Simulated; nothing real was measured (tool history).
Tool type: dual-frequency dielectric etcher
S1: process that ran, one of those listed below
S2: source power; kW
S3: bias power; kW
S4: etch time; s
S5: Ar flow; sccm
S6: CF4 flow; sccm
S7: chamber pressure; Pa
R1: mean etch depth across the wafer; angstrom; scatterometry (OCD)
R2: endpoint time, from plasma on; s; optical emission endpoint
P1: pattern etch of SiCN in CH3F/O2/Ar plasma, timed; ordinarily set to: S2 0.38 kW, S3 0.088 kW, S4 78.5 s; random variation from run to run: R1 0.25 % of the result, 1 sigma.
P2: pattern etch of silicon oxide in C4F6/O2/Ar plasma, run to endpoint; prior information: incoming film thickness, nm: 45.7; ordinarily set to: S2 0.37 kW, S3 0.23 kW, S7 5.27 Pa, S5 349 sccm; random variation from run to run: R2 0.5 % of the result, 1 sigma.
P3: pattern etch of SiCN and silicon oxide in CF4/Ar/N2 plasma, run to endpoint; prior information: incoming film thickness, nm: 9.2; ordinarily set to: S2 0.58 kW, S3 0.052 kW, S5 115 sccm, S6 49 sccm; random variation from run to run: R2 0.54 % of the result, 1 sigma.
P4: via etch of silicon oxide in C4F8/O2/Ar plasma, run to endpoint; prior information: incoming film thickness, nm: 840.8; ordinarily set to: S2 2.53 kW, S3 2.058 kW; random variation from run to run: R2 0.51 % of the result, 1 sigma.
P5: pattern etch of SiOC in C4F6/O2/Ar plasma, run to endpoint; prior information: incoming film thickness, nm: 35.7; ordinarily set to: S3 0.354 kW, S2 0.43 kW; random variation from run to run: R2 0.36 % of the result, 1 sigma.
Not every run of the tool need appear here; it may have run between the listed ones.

run,hour,S1,S2,S3,S4,S5,S6,S7,R1,R2
1,10.4,P1,0.38,0.088,78.5,,,,307.37,
2,17.2,P5,0.43,0.354,,,,,,13.011
3,23.8,P4,2.53,2.058,,,,,,158.11
4,31.6,P3,0.58,0.031,,115,49,,,12.437
5,43,P1,0.38,0.12,78.5,,,,345.57,
# hour 47: bias power generator calibrated
6,53.6,P4,2.53,2.91,,,,,,142.88
7,59.1,P1,0.46,0.088,78.5,,,,329.45,
8,68.2,P1,0.38,0.088,78.5,,,,306.43,
9,77.3,P4,2.53,2.058,,,,,,157.37
10,85.9,P1,0.38,0.088,52.5,,,,205.16,
# hour 87: wet clean of the chamber
11,96.3,P2,0.37,0.23,,457,,5.27,,15.224
12,106.1,P5,0.43,0.354,,,,,,12.972
13,114.9,P1,0.38,0.088,108,,,,420.79,
14,125,P1,0.38,0.088,78.5,,,,307.71,
15,131.8,P3,0.44,0.052,,115,49,,,13.472
16,143.8,P3,0.58,0.052,,115,69,,,9.8473
17,151.5,P1,0.31,0.114,78.5,,,,312.42,
18,161.8,P5,0.61,0.354,,,,,,11.388
19,168.7,P3,0.58,0.052,,115,49,,,10.596
20,174.5,P2,0.37,0.23,,349,,4.27,,14.375
21,185.1,P2,0.3,0.23,,349,,5.27,,16.035
22,195.4,P3,0.58,0.052,,86,49,,,10.079
23,201.4,P2,0.37,0.23,,349,,5.27,,14.849
24,211.8,P5,0.43,0.219,,,,,,15.237
25,217.3,P3,0.58,0.052,,115,49,,,10.649
26,223.1,P1,0.38,0.088,78.5,,,,308.12,
27,231.3,P1,0.29,0.088,78.5,,,,276.27,
28,242.3,P4,1.57,2.058,,,,,,189.78
29,250,P2,0.37,0.23,,349,,5.27,,14.811
30,256.1,P1,0.38,0.088,78.5,,,,305.43,
31,265.2,P2,0.37,0.32,,349,,5.27,,13.265
32,273,P1,0.38,0.06,78.5,,,,267.02,
33,280.7,P1,0.38,0.088,78.5,,,,307.14,
34,287.6,P1,0.38,0.088,78.5,,,,306.37,
35,298.7,P1,0.38,0.088,78.5,,,,303.38,
36,304.5,P1,0.38,0.088,78.5,,,,304.14,
37,310,P1,0.38,0.088,78.5,,,,302.96,
38,316,P1,0.38,0.088,78.5,,,,302.96,
# hour 318.6: wet clean of the chamber
39,324.1,P1,0.38,0.088,78.5,,,,301.7,
40,334.2,P1,0.38,0.088,78.5,,,,302.97,
41,346.3,P1,0.38,0.088,78.5,,,,300.69,
42,354.4,P1,0.38,0.088,78.5,,,,302.58,
43,364,P1,0.38,0.088,78.5,,,,300.57,

What will run 44 give?
44,373.9,P1,0.38,0.088,78.5,,,,?,

Run 44 produced R1 300.66 angstrom.
